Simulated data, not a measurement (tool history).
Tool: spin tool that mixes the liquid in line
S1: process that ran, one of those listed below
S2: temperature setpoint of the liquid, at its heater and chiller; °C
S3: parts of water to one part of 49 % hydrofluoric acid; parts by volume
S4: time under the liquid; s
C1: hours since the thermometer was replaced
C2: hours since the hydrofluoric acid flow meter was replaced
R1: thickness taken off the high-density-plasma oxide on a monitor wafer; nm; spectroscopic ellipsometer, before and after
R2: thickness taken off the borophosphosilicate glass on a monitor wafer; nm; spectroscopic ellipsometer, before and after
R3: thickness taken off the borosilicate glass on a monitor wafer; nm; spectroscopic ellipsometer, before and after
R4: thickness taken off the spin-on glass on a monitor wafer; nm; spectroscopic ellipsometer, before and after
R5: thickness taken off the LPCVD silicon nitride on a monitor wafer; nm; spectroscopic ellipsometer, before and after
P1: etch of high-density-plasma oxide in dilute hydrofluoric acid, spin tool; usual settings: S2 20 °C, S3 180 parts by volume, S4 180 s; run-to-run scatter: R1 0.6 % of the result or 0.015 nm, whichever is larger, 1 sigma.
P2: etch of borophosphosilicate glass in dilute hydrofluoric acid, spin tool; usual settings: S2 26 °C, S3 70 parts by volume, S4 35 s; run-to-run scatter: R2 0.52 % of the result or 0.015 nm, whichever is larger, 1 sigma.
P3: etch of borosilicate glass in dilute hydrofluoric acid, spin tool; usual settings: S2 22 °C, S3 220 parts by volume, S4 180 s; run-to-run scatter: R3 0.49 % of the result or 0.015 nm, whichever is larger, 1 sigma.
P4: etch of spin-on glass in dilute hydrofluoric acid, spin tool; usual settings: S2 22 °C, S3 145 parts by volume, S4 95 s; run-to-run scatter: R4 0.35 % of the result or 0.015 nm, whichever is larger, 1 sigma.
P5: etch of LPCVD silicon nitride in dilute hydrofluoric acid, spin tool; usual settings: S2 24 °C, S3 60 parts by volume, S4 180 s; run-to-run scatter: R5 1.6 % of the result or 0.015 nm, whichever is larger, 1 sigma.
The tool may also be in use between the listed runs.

run 1 hour=4.8 | S1=P1 S2=20 S3=180 S4=180 | C1=1229.5 C2=1294 | R1=5.659
run 2 hour=12.3 | S1=P2 S2=26 S3=70 S4=20 | C1=1237 C2=1301.5 | R2=16.519
run 3 hour=17.2 | S1=P1 S2=17 S3=180 S4=80 | C1=1241.9 C2=1306.4 | R1=2.2327
run 4 hour=22.5 | S1=P1 S2=20 S3=250 S4=180 | C1=1247.2 C2=1311.7 | R1=3.8222
run 5 hour=31 | S1=P3 S2=22 S3=220 S4=55 | C1=1255.7 C2=1320.2 | R3=5.7952
run 6 hour=36.3 | S1=P4 S2=29.5 S3=145 S4=95 | C1=1261 C2=1325.5 | R4=49.883
run 7 hour=42.7 | S1=P2 S2=34 S3=70 S4=35 | C1=1267.4 C2=1331.9 | R2=39.232
run 8 hour=50.5 | S1=P4 S2=22 S3=145 S4=150 | C1=1275.2 C2=1339.7 | R4=58.791
run 9 hour=57.7 | S1=P2 S2=26 S3=120 S4=35 | C1=1282.4 C2=1346.9 | R2=15.794
run 10 hour=64.3 | S1=P1 S2=20 S3=85 S4=180 | C1=1289 C2=1353.5 | R1=13.317
run 11 hour=72.4 | S1=P5 S2=24 S3=25 S4=180 | C1=1297.1 C2=1361.6 | R5=3.9009
run 12 hour=80.3 | S1=P3 S2=22 S3=115 S4=180 | C1=1305 C2=1369.5 | R3=39.971
run 13 hour=86.2 | S1=P1 S2=20 S3=180 S4=25 | C1=1310.9 C2=1375.4 | R1=0.80474
run 14 hour=91.7 | S1=P2 S2=26 S3=70 S4=35 | C1=1316.4 C2=1380.9 | R2=28.92
run 15 hour=99 | S1=P3 S2=22 S3=220 S4=180 | C1=1323.7 C2=1388.2 | R3=18.907
run 16 hour=104 | S1=P1 S2=20 S3=180 S4=180 | C1=1328.7 C2=1393.2 | R1=5.6724
run 17 hour=108.8 | S1=P1 S2=20 S3=180 S4=360 | C1=1333.5 C2=1398 | R1=11.415
run 18 hour=112.6 | S1=P5 S2=24 S3=60 S4=360 | C1=1337.3 C2=1401.8 | R5=3.2413
run 19 hour=118.8 | S1=P1 S2=20 S3=75 S4=270 | C1=1343.5 C2=1408 | R1=23.121
run 20 hour=126.1 | S1=P1 S2=20 S3=180 S4=180 | C1=1350.8 C2=1415.3 | R1=5.7084
run 21 hour=132.8 | S1=P3 S2=17 S3=220 S4=180 | C1=1357.5 C2=1422 | R3=15.596
run 22 hour=137.8 | S1=P1 S2=17 S3=180 S4=180 | C1=1362.5 C2=1427 | R1=5.0718
run 23 hour=142.5 | S1=P5 S2=17 S3=60 S4=180 | C1=1367.2 C2=1431.7 | R5=1.0305
run 24 hour=148.1 | S1=P1 S2=28 S3=180 S4=180 | C1=1372.8 C2=1437.3 | R1=7.7015
run 25 hour=153.1 | S1=P4 S2=22 S3=145 S4=95 | C1=1377.8 C2=1442.3 | R4=37.554
run 26 hour=158.3 | S1=P1 S2=20 S3=180 S4=180 | C1=1383 C2=1447.5 | R1=5.6724
run 27 hour=165.5 | S1=P5 S2=24 S3=60 S4=180 | C1=1390.2 C2=1454.7 | R5=1.6519
run 28 hour=171.2 | S1=P1 S2=20 S3=180 S4=180 | C1=1395.9 C2=1460.4 | R1=5.6625
run 29 hour=176 | S1=P4 S2=22 S3=200 S4=95 | C1=1400.7 C2=1465.2 | R4=25.426
run 30 hour=184.1 | S1=P1 S2=20 S3=180 S4=180 | C1=1408.8 C2=1473.3 | R1=5.6952
run 31 hour=192.2 | S1=P1 S2=20 S3=180 S4=180 | C1=1416.9 C2=1481.4 | R1=5.4022
run 32 hour=197.8 | S1=P1 S2=20 S3=180 S4=180 | C1=1422.5 C2=1487 | R1=5.4497
run 33 hour=203.8 | S1=P1 S2=20 S3=180 S4=180 | C1=1428.5 C2=1493 | R1=5.3014
run 34 hour=209.7 | S1=P1 S2=20 S3=180 S4=180 | C1=1434.4 C2=1498.9 | R1=5.3392
run 35 hour=214.1 | S1=P1 S2=20 S3=180 S4=180 | C1=1438.8 C2=1503.3 | R1=5.3234
run 36 hour=221.5 | S1=P1 S2=20 S3=180 S4=180 | C1=1446.2 C2=1510.7 | R1=5.2774
run 37 hour=226.9 | S1=P1 S2=20 S3=180 S4=180 | C1=1451.6 C2=1516.1 | R1=5.2609

Run 38 comes next. What will it give?
run 38 hour=235.5 | S1=P1 S2=20 S3=180 S4=180 | C1=1460.2 C2=1524.7 | R1=?

{"run 38": {"R1": 5.3121}}
